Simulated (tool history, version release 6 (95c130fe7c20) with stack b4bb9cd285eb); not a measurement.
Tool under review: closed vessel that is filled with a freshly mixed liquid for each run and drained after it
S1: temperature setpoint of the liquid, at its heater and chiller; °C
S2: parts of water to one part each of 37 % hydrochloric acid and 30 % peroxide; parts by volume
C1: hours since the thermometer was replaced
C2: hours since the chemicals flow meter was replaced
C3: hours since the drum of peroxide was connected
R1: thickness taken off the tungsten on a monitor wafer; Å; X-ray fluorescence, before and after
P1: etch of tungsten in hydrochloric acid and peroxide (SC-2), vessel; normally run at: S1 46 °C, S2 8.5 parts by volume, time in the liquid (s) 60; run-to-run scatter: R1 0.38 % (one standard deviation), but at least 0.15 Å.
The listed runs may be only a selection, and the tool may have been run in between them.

run 1 hour=12.3 | S1=46 S2=8.5 time_in_the_liquid_(s)=60 | C1=487.8 C2=692.3 C3=464.1 | R1=119.09
run 2 hour=22.5 | S1=46 S2=8.5 time_in_the_liquid_(s)=60 | C1=498 C2=702.5 C3=474.3 | R1=118.36
run 3 hour=33.3 | S1=61.5 S2=8.5 time_in_the_liquid_(s)=60 | C1=508.8 C2=713.3 C3=485.1 | R1=327.92
-- hour=39.8 thermometer replaced
run 4 hour=42.4 | S1=46 S2=4 time_in_the_liquid_(s)=60 | C1=2.6 C2=722.4 C3=494.2 | R1=207.53
run 5 hour=49 | S1=46 S2=8.5 time_in_the_liquid_(s)=60 | C1=9.2 C2=729 C3=500.8 | R1=118.98
run 6 hour=60.5 | S1=46 S2=8.5 time_in_the_liquid_(s)=30 | C1=20.7 C2=740.5 C3=512.3 | R1=59.54
run 7 hour=67.7 | S1=46 S2=8.5 time_in_the_liquid_(s)=60 | C1=27.9 C2=747.7 C3=519.5 | R1=118.6
run 8 hour=77.4 | S1=46 S2=8.5 time_in_the_liquid_(s)=60 | C1=37.6 C2=757.4 C3=529.2 | R1=119.09
-- hour=84 chemicals flow meter replaced
run 9 hour=86.3 | S1=46 S2=8.5 time_in_the_liquid_(s)=60 | C1=46.5 C2=2.3 C3=538.1 | R1=118.16
run 10 hour=97.2 | S1=46 S2=8.5 time_in_the_liquid_(s)=120 | C1=57.4 C2=13.2 C3=549 | R1=235.78
run 11 hour=105.9 | S1=46 S2=15 time_in_the_liquid_(s)=60 | C1=66.1 C2=21.9 C3=557.7 | R1=73.374
-- hour=107.5 new drum of peroxide connected
run 12 hour=112.2 | S1=46 S2=8.5 time_in_the_liquid_(s)=60 | C1=72.4 C2=28.2 C3=4.7 | R1=118.91
run 13 hour=122.5 | S1=35 S2=8.5 time_in_the_liquid_(s)=60 | C1=82.7 C2=38.5 C3=15 | R1=54.545
run 14 hour=134.4 | S1=60 S2=11.5 time_in_the_liquid_(s)=60 | C1=94.6 C2=50.4 C3=26.9 | R1=230.3
run 15 hour=142.6 | S1=46 S2=8.5 time_in_the_liquid_(s)=60 | C1=102.8 C2=58.6 C3=35.1 | R1=119.26
run 16 hour=150.4 | S1=46 S2=8.5 time_in_the_liquid_(s)=60 | C1=110.6 C2=66.4 C3=42.9 | R1=114.43
run 17 hour=163.1 | S1=46 S2=8.5 time_in_the_liquid_(s)=60 | C1=123.3 C2=79.1 C3=55.6 | R1=112.25
run 18 hour=169.8 | S1=46 S2=8.5 time_in_the_liquid_(s)=60 | C1=130 C2=85.8 C3=62.3 | R1=111.01
-- hour=176.8 new drum of peroxide connected
run 19 hour=179 | S1=46 S2=8.5 time_in_the_liquid_(s)=60 | C1=139.2 C2=95 C3=2.3 | R1=110.19
run 20 hour=187.3 | S1=46 S2=8.5 time_in_the_liquid_(s)=60 | C1=147.5 C2=103.3 C3=10.6 | R1=109.82
run 21 hour=194.8 | S1=46 S2=8.5 time_in_the_liquid_(s)=60 | C1=155 C2=110.8 C3=18.1 | R1=109.05
run 22 hour=205.4 | S1=46 S2=8.5 time_in_the_liquid_(s)=60 | C1=165.6 C2=121.4 C3=28.7 | R1=109.22
run 23 hour=214.5 | S1=46 S2=8.5 time_in_the_liquid_(s)=60 | C1=174.7 C2=130.5 C3=37.8 | R1=108.79

Compared with where it was, what P1 gives has crept away. Each cause listed below fits the log as well as the rest, at the size given for it:
A: liquid colder than its thermometer reads (K) = 1.3
B: chemicals flow below the setpoint (%) = 10.3
The gradual shift began around hour 142.6.
Ruled out, with reasons:
peroxide weaker than its label (%): serviced after onset, at hour 176.8, with no recovery of the prior output

Each of the check runs listed below is run on 2 wafers and reports their average, with the results left as question marks. Pick the one under which the possible causes would lead to clearly different results.
run check 1 hour=223.6 | S1=46 S2=11 time_in_the_liquid_(s)=30 | R1=?
run check 2 hour=223.6 | S1=57 S2=8.5 time_in_the_liquid_(s)=100 | R1=?
run check 3 hour=223.6 | S1=35 S2=14 time_in_the_liquid_(s)=60 | R1=?
run check 4 hour=223.6 | S1=35 S2=4 time_in_the_liquid_(s)=60 | R1=?

If the cause were each of the candidates in turn, the checks would give the following:
check=check_1 result=R1 if_A=43.848 if_B=43.695
check=check_2 result=R1 if_A=376.53 if_B=374.46
check=check_3 result=R1 if_A=32.491 if_B=32.489
check=check_4 result=R1 if_A=86.642 if_B=88.57
Per check, the gap between the least separated pair of causes, taken in the result that splits them most: check 1 0.35 %; check 2 0.55 %; check 3 0 %; check 4 2.2 %
Check 4 tells the causes apart: in the others they would give nearly the same result.

Here is what check 4 returned: R1 88.561 Å. Which cause is it?

B is the cause: chemicals flow below the setpoint (%).

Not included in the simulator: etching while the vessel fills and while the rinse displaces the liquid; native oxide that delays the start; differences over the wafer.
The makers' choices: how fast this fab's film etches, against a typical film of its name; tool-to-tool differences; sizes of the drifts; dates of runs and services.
